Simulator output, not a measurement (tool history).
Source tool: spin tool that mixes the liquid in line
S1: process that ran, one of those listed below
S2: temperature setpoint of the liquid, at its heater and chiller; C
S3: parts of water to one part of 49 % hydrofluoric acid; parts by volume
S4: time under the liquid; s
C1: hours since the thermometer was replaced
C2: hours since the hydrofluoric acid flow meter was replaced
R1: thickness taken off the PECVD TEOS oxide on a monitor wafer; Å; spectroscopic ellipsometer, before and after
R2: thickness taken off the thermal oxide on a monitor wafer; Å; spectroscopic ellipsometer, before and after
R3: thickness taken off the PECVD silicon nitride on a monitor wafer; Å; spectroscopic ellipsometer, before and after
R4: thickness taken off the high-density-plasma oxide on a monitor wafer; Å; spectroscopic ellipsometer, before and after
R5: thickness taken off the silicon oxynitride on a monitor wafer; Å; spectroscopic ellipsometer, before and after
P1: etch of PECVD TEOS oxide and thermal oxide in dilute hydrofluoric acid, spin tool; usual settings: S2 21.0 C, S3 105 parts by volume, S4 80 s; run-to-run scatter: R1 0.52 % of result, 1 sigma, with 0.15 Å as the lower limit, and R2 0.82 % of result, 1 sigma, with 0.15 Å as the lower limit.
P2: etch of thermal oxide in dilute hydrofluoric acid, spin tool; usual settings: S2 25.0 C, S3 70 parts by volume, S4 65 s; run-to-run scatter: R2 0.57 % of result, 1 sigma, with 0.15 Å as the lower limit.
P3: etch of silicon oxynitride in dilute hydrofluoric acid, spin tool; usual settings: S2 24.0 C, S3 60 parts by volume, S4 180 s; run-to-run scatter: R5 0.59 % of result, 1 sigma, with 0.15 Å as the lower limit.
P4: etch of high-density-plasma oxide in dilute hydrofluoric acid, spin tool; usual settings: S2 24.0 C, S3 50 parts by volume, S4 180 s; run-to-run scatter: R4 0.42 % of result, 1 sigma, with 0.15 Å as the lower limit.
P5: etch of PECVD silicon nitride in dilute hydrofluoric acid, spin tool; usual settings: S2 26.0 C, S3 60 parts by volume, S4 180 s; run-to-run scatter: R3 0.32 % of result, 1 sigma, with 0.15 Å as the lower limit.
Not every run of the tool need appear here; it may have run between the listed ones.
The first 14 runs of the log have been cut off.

| run | day | S1 | S2 | S3 | S4 | C1 | C2 | R1 | R2 | R3 | R4 | R5 |
|---|---|---|---|---|---|---|---|---|---|---|---|---|
| 15 | 3.212 | P5 | 26.0 | 60 | 285 | 645.0 | 550.6 |  |  | 107.100 |  |  |
| 16 | 3.404 | P5 | 19.0 | 60 | 180 | 649.6 | 555.2 |  |  | 42.263 |  |  |
| 17 | 3.646 | P1 | 21.0 | 105 | 80 | 655.4 | 561.0 | 146.310 | 32.4720 |  |  |  |
| 18 | 3.800 | P4 | 24.0 | 20 | 180 | 659.1 | 564.7 |  |  |  | 890.140 |  |
| 19 | 3.988 | P2 | 20.5 | 70 | 65 | 663.6 | 569.2 |  | 38.8470 |  |  |  |
| 20 | 4.221 | P5 | 26.0 | 60 | 180 | 669.2 | 574.8 |  |  | 68.203 |  |  |
| 21 | 4.346 | P5 | 26.0 | 60 | 180 | 672.2 | 577.8 |  |  | 67.547 |  |  |
| 22 | 4.538 | P1 | 21.0 | 60 | 80 | 676.8 | 582.4 | 270.890 | 60.8810 |  |  |  |
| 23 | 4.721 | P3 | 24.0 | 60 | 70 | 681.2 | 586.8 |  |  |  |  | 23.869 |
| 24 | 4.946 | P2 | 25.0 | 120 | 65 | 686.6 | 592.2 |  | 25.4020 |  |  |  |
| 25 | 5.092 | P4 | 24.0 | 50 | 15 | 690.1 | 595.7 |  |  |  | 28.466 |  |
| 26 | 5.333 | P1 | 17.0 | 105 | 80 | 695.9 | 601.5 | 126.160 | 27.3950 |  |  |  |
| 27 | 5.483 | P2 | 25.0 | 70 | 65 | 699.5 | 605.1 |  | 46.7540 |  |  |  |
|  | 5.492 | hydrofluoric acid flow meter replaced |
| 28 | 5.654 | P1 | 27.0 | 105 | 15 | 703.6 | 4.0 | 35.133 | 7.9660 |  |  |  |
| 29 | 5.800 | P4 | 18.0 | 50 | 180 | 707.1 | 7.5 |  |  |  | 263.950 |  |
| 30 | 5.933 | P1 | 24.0 | 105 | 20 | 710.3 | 10.7 | 41.365 | 9.0997 |  |  |  |
| 31 | 6.158 | P3 | 24.0 | 60 | 180 | 715.7 | 16.1 |  |  |  |  | 61.773 |
| 32 | 6.292 | P1 | 21.0 | 105 | 80 | 718.9 | 19.3 | 147.810 | 33.4340 |  |  |  |
| 33 | 6.529 | P1 | 21.0 | 105 | 80 | 724.6 | 25.0 | 147.240 | 33.0280 |  |  |  |

What will run 34 give?
| 34 | 6.654 | P1 | 21.0 | 105 | 80 | 727.6 | 28.0 | ? | ? |  |  |  |

Run 34 measured R1 149.510 Å, R2 33.2870 Å.

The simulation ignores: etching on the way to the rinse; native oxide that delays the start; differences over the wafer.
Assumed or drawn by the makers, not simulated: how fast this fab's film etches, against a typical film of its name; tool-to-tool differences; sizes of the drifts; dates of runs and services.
